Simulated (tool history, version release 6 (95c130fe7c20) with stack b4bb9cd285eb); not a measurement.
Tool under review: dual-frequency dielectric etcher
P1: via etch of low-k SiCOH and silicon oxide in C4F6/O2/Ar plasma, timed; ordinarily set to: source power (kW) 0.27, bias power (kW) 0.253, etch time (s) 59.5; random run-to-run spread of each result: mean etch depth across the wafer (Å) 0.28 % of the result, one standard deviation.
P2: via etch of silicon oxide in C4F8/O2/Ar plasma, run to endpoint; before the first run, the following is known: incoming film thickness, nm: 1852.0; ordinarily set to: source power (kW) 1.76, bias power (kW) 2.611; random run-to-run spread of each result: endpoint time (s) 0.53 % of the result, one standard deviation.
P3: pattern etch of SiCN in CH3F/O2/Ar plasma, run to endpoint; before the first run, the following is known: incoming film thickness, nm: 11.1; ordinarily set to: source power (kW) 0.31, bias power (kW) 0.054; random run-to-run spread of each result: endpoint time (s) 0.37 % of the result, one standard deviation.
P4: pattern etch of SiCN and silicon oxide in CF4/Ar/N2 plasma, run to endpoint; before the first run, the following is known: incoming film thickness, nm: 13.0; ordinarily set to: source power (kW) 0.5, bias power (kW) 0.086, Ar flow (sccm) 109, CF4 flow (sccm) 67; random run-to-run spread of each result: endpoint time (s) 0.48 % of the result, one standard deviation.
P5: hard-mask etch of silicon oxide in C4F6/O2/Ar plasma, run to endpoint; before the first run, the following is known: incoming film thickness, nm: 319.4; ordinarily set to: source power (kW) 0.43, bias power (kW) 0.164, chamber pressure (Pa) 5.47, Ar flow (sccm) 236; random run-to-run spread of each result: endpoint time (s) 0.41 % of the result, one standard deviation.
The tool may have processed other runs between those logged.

run	hour	process that ran	source power (kW)	bias power (kW)	etch time (s)	Ar flow (sccm)	CF4 flow (sccm)	chamber pressure (Pa)	hours since the last wet clean	hours since the last source power generator calibration	hours since the last bias power generator calibration	mean etch depth across the wafer (Å)	endpoint time (s)
1	15.6	P1	0.27	0.253	59.5				208.9	1341.4	1173.4	1465.2	
2	27.2	P4	0.5	0.086		86	67		220.5	1353	1185		12.894
3	45.1	P3	0.31	0.054					238.4	1370.9	1202.9		36.246
4	62.8	P4	0.5	0.086		109	67		256.1	1388.6	1220.6		13.254
5	75.8	P1	0.27	0.151	59.5				269.1	1401.6	1233.6	1231.3	
6	93.4	P5	0.43	0.164		283		5.47	286.7	1419.2	1251.2		103.56
7	107	P1	0.27	0.326	87.5				300.3	1432.8	1264.8	2364.2	
8	115.8	P1	0.19	0.253	59.5				309.1	1441.6	1273.6	1288	
9	127.6	P1	0.27	0.359	59.5				320.9	1453.4	1285.4	1653.1	
10	141	P1	0.27	0.253	59.5				334.3	1466.8	1298.8	1466.2	
11	157.8	P1	0.33	0.253	59.5				351.1	1483.6	1315.6	1577	
12	173	P1	0.27	0.253	59.5				366.3	1498.8	1330.8	1463.9	
13	181.5	P2	1.76	3.235					374.8	1507.3	1339.3		339.74
14	196.6	P3	0.31	0.054					389.9	1522.4	1354.4		36.352
15	208.3	P1	0.27	0.253	89				401.6	1534.1	1366.1	2197.7	
16	225.3	P4	0.5	0.051		109	67		418.6	1551.1	1383.1		15.722
17	234	P1	0.27	0.302	42.5				427.3	1559.8	1391.8	1118	
# hour 241.8: bias power generator calibrated
18	246.2	P5	0.43	0.164		236		5.47	439.5	1572	4.4		100.96
19	259.6	P5	0.43	0.131		236		5.47	452.9	1585.4	17.8		109.23
20	267.8	P4	0.5	0.086		109	50		461.1	1593.6	26		13.86
21	285.9	P5	0.57	0.164		236		5.47	479.2	1611.7	44.1		90.705
# hour 295.8: wet clean of the chamber
22	299.9	P2	1.17	2.611					4.2	1625.7	58.1		433.96
23	315.4	P3	0.31	0.069					19.7	1641.2	73.6		33.036
24	328.2	P4	0.38	0.086		109	67		32.5	1654	86.4		16.92
25	343.4	P1	0.27	0.353	34				47.7	1669.2	101.6	944.67	
26	352.1	P2	1.76	2.611					56.4	1677.9	110.3		366.59
27	369.2	P1	0.27	0.253	34				73.5	1695	127.4	834.59	
28	384.2	P1	0.27	0.253	59.5				88.5	1710	142.4	1468.5	
29	392.6	P3	0.42	0.054					96.9	1718.4	150.8		32.141
30	402.6	P1	0.27	0.253	59.5				106.9	1728.4	160.8	1468.8	
31	412	P5	0.43	0.164		236		3.93	116.3	1737.8	170.2		97.862
32	429.7	P1	0.27	0.253	59.5				134	1755.5	187.9	1457.8	
33	444.9	P1	0.27	0.253	59.5				149.2	1770.7	203.1	1466.6	
34	455.9	P1	0.27	0.253	59.5				160.2	1781.7	214.1	1453.2	

What does the tool deliver on the next run?
35	470.7	P1	0.27	0.253	59.5				175	1796.5	228.9	?	

mean etch depth across the wafer (Å): 1443.7
